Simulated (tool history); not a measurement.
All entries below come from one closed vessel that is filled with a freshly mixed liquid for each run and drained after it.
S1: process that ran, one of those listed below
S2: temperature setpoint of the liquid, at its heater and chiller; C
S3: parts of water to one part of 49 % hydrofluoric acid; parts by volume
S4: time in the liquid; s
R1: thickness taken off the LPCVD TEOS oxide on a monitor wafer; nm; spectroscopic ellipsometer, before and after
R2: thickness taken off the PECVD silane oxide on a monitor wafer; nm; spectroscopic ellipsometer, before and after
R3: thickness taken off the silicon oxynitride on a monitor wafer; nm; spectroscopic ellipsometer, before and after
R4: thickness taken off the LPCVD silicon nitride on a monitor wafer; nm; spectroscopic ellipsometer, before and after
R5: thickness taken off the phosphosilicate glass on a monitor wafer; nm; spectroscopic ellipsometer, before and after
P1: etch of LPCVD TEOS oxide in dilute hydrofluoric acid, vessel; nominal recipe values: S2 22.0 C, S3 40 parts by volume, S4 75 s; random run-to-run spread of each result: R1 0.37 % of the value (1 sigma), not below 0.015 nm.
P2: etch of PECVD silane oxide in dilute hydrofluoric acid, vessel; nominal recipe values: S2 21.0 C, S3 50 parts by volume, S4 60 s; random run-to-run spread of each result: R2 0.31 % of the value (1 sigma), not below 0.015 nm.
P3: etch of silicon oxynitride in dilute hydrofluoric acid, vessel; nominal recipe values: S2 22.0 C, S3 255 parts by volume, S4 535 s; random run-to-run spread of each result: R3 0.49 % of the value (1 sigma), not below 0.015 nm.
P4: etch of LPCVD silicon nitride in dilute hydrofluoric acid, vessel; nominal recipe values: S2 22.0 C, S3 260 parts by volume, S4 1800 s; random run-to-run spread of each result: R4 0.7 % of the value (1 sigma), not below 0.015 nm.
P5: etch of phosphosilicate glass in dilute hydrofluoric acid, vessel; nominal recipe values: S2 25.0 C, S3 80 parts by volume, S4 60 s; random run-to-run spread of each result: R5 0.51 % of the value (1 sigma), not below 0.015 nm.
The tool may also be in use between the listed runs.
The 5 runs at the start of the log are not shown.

| run | hour | S1 | S2 | S3 | S4 | R1 | R2 | R3 | R4 | R5 |
|---|---|---|---|---|---|---|---|---|---|---|
| 6 | 49.3 | P4 | 26.5 | 260 | 1800 |  |  |  | 4.0470 |  |
| 7 | 57.4 | P3 | 17.0 | 255 | 535 |  |  | 6.5616 |  |  |
| 8 | 66.9 | P1 | 22.0 | 40 | 75 | 51.416 |  |  |  |  |
| 9 | 76.3 | P1 | 22.0 | 55 | 75 | 36.759 |  |  |  |  |
| 10 | 81.7 | P1 | 22.0 | 40 | 75 | 51.418 |  |  |  |  |
| 11 | 88.4 | P1 | 17.0 | 40 | 75 | 41.344 |  |  |  |  |
| 12 | 95.3 | P2 | 21.0 | 50 | 110 |  | 54.632 |  |  |  |
| 13 | 101.7 | P1 | 22.0 | 70 | 40 | 15.157 |  |  |  |  |
| 14 | 105.8 | P3 | 22.0 | 255 | 535 |  |  | 8.2405 |  |  |
| 15 | 113.2 | P4 | 22.0 | 260 | 1800 |  |  |  | 3.0577 |  |
| 16 | 119.1 | P5 | 17.0 | 80 | 60 |  |  |  |  | 115.34 |
| 17 | 126.6 | P1 | 22.0 | 20 | 75 | 105.780 |  |  |  |  |
| 18 | 131.9 | P1 | 22.0 | 40 | 125 | 85.541 |  |  |  |  |
| 19 | 139.6 | P2 | 17.0 | 50 | 60 |  | 24.929 |  |  |  |

Expected results for the next run?
| 20 | 144.0 | P1 | 22.0 | 40 | 30 | ? |  |  |  |  |

Run 20 came out at R1 20.418 nm.
